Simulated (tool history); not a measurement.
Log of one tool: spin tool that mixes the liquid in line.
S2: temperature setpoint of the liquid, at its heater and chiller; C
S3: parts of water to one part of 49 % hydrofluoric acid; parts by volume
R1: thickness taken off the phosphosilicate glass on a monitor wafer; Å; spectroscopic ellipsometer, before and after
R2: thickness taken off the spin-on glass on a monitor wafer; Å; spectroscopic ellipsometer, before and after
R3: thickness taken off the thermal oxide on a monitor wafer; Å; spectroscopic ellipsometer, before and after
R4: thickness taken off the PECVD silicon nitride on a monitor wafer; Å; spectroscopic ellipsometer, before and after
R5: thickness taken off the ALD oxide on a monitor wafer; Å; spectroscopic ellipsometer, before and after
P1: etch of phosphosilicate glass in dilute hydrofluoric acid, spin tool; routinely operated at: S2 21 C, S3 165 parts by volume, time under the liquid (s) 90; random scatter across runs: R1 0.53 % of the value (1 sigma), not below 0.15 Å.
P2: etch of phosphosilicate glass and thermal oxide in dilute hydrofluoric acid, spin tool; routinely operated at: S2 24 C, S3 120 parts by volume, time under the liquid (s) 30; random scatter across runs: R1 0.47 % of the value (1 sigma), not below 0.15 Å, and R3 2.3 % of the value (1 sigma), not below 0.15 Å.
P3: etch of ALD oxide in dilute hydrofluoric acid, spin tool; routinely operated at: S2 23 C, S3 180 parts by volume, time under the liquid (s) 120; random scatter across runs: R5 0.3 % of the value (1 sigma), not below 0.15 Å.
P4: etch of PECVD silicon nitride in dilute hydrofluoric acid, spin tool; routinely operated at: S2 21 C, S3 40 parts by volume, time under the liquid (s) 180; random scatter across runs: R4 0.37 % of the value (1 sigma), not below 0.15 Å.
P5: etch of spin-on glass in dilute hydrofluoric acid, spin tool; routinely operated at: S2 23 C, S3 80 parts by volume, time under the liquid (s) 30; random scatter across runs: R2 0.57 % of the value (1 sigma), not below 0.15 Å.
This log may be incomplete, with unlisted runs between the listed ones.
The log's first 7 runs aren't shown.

run 8 day=3.95 | process_that_ran=P1 S2=17 S3=165 time_under_the_liquid_(s)=90 | R1=231.18
run 9 day=4.529 | process_that_ran=P1 S2=21 S3=165 time_under_the_liquid_(s)=90 | R1=270.81
run 10 day=5.021 | process_that_ran=P2 S2=24 S3=120 time_under_the_liquid_(s)=30 | R1=308.56 R3=11.367
run 11 day=5.333 | process_that_ran=P2 S2=29 S3=120 time_under_the_liquid_(s)=30 | R1=369.43 R3=13.623
run 12 day=5.788 | process_that_ran=P3 S2=23 S3=180 time_under_the_liquid_(s)=185 | R5=116.24
run 13 day=6.179 | process_that_ran=P1 S2=21 S3=165 time_under_the_liquid_(s)=90 | R1=269.81
run 14 day=6.658 | process_that_ran=P5 S2=23 S3=80 time_under_the_liquid_(s)=15 | R2=128.43
run 15 day=7.033 | process_that_ran=P1 S2=17 S3=50 time_under_the_liquid_(s)=90 | R1=864.83
run 16 day=7.408 | process_that_ran=P1 S2=21 S3=100 time_under_the_liquid_(s)=90 | R1=478.08
run 17 day=8.088 | process_that_ran=P1 S2=21 S3=165 time_under_the_liquid_(s)=180 | R1=543.35
run 18 day=8.575 | process_that_ran=P4 S2=21 S3=40 time_under_the_liquid_(s)=180 | R4=82.935
run 19 day=9.092 | process_that_ran=P1 S2=29 S3=165 time_under_the_liquid_(s)=90 | R1=366.65
run 20 day=9.392 | process_that_ran=P1 S2=21 S3=165 time_under_the_liquid_(s)=90 | R1=269.53
run 21 day=9.954 | process_that_ran=P5 S2=23 S3=35 time_under_the_liquid_(s)=30 | R2=626.56
run 22 day=10.421 | process_that_ran=P2 S2=24 S3=200 time_under_the_liquid_(s)=30 | R1=168.05 R3=6.5506
run 23 day=10.888 | process_that_ran=P4 S2=21 S3=40 time_under_the_liquid_(s)=70 | R4=32.006
run 24 day=11.492 | process_that_ran=P3 S2=29.5 S3=180 time_under_the_liquid_(s)=120 | R5=95.78
run 25 day=12.15 | process_that_ran=P1 S2=21 S3=165 time_under_the_liquid_(s)=30 | R1=90.703
run 26 day=12.542 | process_that_ran=P3 S2=23 S3=180 time_under_the_liquid_(s)=120 | R5=75.282

Predict the results of run 27:
run 27 day=12.858 | process_that_ran=P1 S2=25 S3=165 time_under_the_liquid_(s)=135 | R1=?

Run 27 gave R1 469.95 Å.
